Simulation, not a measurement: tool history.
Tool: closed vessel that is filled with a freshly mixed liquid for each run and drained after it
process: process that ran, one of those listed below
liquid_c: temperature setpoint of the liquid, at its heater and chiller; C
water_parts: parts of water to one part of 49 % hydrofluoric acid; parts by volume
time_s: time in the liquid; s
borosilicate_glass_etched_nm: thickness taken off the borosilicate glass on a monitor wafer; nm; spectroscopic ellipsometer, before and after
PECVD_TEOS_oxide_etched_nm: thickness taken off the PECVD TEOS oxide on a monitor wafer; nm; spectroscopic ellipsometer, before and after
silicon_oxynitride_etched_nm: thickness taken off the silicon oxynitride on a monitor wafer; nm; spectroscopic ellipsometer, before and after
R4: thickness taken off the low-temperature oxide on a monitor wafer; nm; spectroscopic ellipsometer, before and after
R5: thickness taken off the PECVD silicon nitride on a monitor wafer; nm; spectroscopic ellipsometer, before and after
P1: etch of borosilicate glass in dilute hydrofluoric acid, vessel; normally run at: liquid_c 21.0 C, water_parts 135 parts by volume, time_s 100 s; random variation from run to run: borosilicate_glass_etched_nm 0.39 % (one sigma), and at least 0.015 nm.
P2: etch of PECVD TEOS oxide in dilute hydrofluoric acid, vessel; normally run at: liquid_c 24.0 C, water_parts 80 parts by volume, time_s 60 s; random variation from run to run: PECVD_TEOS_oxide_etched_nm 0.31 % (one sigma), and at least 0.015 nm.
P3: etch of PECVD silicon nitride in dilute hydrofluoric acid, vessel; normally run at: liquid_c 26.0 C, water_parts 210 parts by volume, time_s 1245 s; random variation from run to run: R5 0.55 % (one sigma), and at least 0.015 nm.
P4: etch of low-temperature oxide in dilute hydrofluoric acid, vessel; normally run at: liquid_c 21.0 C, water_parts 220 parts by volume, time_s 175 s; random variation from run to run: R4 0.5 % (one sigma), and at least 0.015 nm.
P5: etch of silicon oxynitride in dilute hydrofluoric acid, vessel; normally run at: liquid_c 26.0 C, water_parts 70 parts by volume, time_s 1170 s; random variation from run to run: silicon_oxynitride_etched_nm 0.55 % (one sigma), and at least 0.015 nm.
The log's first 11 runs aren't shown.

{"run": 12, "hour": 57.0, "process": "P4", "liquid_c": 21.0, "water_parts": 220, "time_s": 280, "R4": 17.55}
{"run": 13, "hour": 60.5, "process": "P2", "liquid_c": 20.0, "water_parts": 80, "time_s": 60, "PECVD_TEOS_oxide_etched_nm": 14.148}
{"run": 14, "hour": 67.1, "process": "P1", "liquid_c": 28.0, "water_parts": 75, "time_s": 100, "borosilicate_glass_etched_nm": 44.115}
{"run": 15, "hour": 73.2, "process": "P1", "liquid_c": 21.0, "water_parts": 25, "time_s": 100, "borosilicate_glass_etched_nm": 106.73}
{"run": 16, "hour": 79.1, "process": "P3", "liquid_c": 26.0, "water_parts": 210, "time_s": 2425, "R5": 30.117}
{"run": 17, "hour": 84.5, "process": "P4", "liquid_c": 21.0, "water_parts": 220, "time_s": 175, "R4": 10.989}
{"run": 18, "hour": 91.0, "process": "P5", "liquid_c": 26.0, "water_parts": 70, "time_s": 1170, "silicon_oxynitride_etched_nm": 40.389}
{"run": 19, "hour": 95.8, "process": "P1", "liquid_c": 21.0, "water_parts": 135, "time_s": 175, "borosilicate_glass_etched_nm": 30.258}
{"run": 20, "hour": 101.6, "process": "P3", "liquid_c": 22.0, "water_parts": 210, "time_s": 1245, "R5": 12.159}
{"run": 21, "hour": 107.8, "process": "P3", "liquid_c": 26.0, "water_parts": 210, "time_s": 1245, "R5": 15.654}
{"run": 22, "hour": 112.7, "process": "P1", "liquid_c": 21.0, "water_parts": 135, "time_s": 100, "borosilicate_glass_etched_nm": 17.355}
{"run": 23, "hour": 117.4, "process": "P1", "liquid_c": 21.0, "water_parts": 135, "time_s": 100, "borosilicate_glass_etched_nm": 17.33}
{"run": 24, "hour": 121.7, "process": "P3", "liquid_c": 26.0, "water_parts": 85, "time_s": 1245, "R5": 38.424}
{"run": 25, "hour": 127.7, "process": "P4", "liquid_c": 21.0, "water_parts": 310, "time_s": 175, "R4": 7.208}
{"run": 26, "hour": 133.9, "process": "P1", "liquid_c": 21.0, "water_parts": 220, "time_s": 100, "borosilicate_glass_etched_nm": 9.6885}
{"run": 27, "hour": 140.4, "process": "P4", "liquid_c": 28.5, "water_parts": 220, "time_s": 175, "R4": 14.596}
{"run": 28, "hour": 146.5, "process": "P1", "liquid_c": 21.0, "water_parts": 135, "time_s": 30, "borosilicate_glass_etched_nm": 5.1416}

Run 29 comes next. What will it give?
{"run": 29, "hour": 153.4, "process": "P1", "liquid_c": 21.0, "water_parts": 135, "time_s": 100, "borosilicate_glass_etched_nm": "?"}

{"run 29": {"borosilicate_glass_etched_nm": 17.264}}

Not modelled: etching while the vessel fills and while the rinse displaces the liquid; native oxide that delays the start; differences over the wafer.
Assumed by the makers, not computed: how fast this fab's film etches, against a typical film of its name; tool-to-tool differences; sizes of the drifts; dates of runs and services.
